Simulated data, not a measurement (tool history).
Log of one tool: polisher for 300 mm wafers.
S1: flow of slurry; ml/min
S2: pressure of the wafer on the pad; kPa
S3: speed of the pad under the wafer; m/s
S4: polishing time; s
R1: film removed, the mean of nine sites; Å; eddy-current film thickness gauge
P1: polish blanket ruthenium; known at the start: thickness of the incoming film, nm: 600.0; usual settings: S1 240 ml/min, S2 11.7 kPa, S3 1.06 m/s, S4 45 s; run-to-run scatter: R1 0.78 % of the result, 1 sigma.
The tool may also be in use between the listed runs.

run   hour   S1    S2    S3  S4      R1
  1    5.3  240  11.7  1.06  45  503.94
  2   12.7  240   5.5  1.06  45  241.17
  3   18.3  315  11.7  1.06  45  521.97
      23.0  -- head pressure recalibrated
  4   24.3  240  11.7  0.48  45  227.56
  5   31.5  240  11.7  1.06  45  514.46
  6   37.5  145  11.7  1.06  45  475.94
  7   45.3  240  11.7  1.06  45  508.82
  8   50.7  240  11.7  1.06  45  507.62
  9   57.8  240  11.7  1.06  20  226.49
 10   61.7  240  17.9  1.06  45  774.88
 11   67.1  360  11.7  0.80  45  398.04
 12   74.7  240  11.7  1.06  70  788.90
 13   78.7  240  11.7  1.06  45  507.21
 14   85.2  240  11.7  1.06  45  507.02
 15   89.9  240  11.7  1.68  45  810.11
 16   97.9  240  11.7  1.06  45  513.03
 17  102.7  240  11.7  1.06  45  497.48
 18  108.0  240  11.7  1.06  45  493.46
 19  111.6  240  11.7  1.06  45  487.25
 20  117.2  240  11.7  1.06  45  487.99
 21  121.9  240  11.7  1.06  45  479.29
     123.4  -- head pressure recalibrated
 22  125.6  240  11.7  1.06  45  476.71

Run 23 comes next. What will it give?
 23  132.5  240  11.7  1.06  45   ?

{"run 23": {"R1": 473.47}}

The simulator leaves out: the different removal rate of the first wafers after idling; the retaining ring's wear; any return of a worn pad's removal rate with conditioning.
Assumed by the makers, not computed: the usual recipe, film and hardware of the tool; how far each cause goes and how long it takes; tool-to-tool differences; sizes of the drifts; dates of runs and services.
